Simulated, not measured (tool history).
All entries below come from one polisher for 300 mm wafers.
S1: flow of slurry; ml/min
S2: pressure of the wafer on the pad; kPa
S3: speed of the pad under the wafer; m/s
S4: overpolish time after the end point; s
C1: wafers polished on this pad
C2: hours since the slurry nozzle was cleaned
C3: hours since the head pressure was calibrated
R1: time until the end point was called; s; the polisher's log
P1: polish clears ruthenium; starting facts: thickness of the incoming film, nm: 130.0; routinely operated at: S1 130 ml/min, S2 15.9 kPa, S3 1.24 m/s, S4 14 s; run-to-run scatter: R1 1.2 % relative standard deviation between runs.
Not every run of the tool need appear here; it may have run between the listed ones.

run	day	S1	S2	S3	S4	C1	C2	C3	R1
1	0.096	130	15.9	1.24	14	407	407.5	830.2	101.270
2	0.267	80	15.9	1.24	23	432	411.6	834.3	113.140
3	0.442	130	15.9	1.94	14	458	415.8	838.5	64.816
4	0.538	130	7.6	1.24	14	472	418.1	840.8	208.210
5	0.646	130	15.9	1.24	26	488	420.7	843.4	101.930
6	0.800	130	15.9	1.24	14	510	424.4	847.1	101.930
7	0.925	130	9.0	1.24	4	529	427.4	850.1	176.970
8	1.092	130	15.9	1.24	14	553	431.4	854.1	101.650
9	1.271	130	15.9	1.24	14	580	435.7	858.4	99.715
10	1.350	80	15.9	1.24	14	592	437.6	860.3	115.570
11	1.475	130	24.8	1.24	14	610	440.6	863.3	64.426
12	1.554	130	15.9	1.24	14	622	442.5	865.2	100.280
13	1.638	180	15.9	1.24	14	634	444.5	867.2	95.049
14	1.742	130	15.9	1.24	4	649	447.0	869.7	98.987
15	1.850	130	15.9	1.24	14	665	449.6	872.3	100.370
16	1.996	130	15.9	0.56	14	687	453.1	875.8	221.220
17	2.146	130	15.9	1.24	14	709	456.7	879.4	99.745
18	2.321	130	15.9	1.24	14	735	460.9	883.6	108.340
19	2.412	130	15.9	1.24	14	748	463.1	885.8	109.250
# day 2.433: head pressure recalibrated
20	2.542	130	15.9	1.24	14	767	466.2	2.7	112.710
21	2.675	130	15.9	1.24	14	787	469.4	5.9	112.070
22	2.779	130	15.9	1.24	14	802	471.9	8.4	114.260
23	2.942	130	15.9	1.24	14	826	475.8	12.3	110.890

P1 no longer gives what it gave before; its output has crept away from where it was. The following 2 causes, each at its listed size, fit the log equally well:
A: removal rate lost through wear of the pad, % = 10.5
B: slurry flow missing at the pad, % = 36.6
Onset of the creep was near day 2.146.
Other possible causes, and why each is ruled out:
head's pressure below its setpoint, %: serviced at day 2.433, after the drift had started, without restoring the earlier output

Which of the check runs below tells the causes apart, meaning the causes would give it clearly different results? Each run uses 3 wafers whose results are averaged, and each result is shown as a question mark.
check 1	3.104	130	15.9	0.56	14				?
check 2	3.104	80	22.1	1.24	14				?
check 3	3.104	130	15.9	0.78	14				?
check 4	3.104	130	15.9	1.60	14				?

What each check would give under each cause:
check	result	if A	if B
check 1	R1	249.860	249.760
check 2	R1	91.391	96.651
check 3	R1	179.390	179.320
check 4	R1	87.452	87.416
Separation of the two closest causes in each check, using whichever result separates them best: check 1 0.04 %; check 2 5.6 %; check 3 0.04 %; check 4 0.04 %
The causes can be told apart only by check 2. The other checks would give nearly the same results under each of them.

After running check 2, the following was obtained: R1 91.506 s. Which cause does this point to?

It was cause A: removal rate lost through wear of the pad, %.
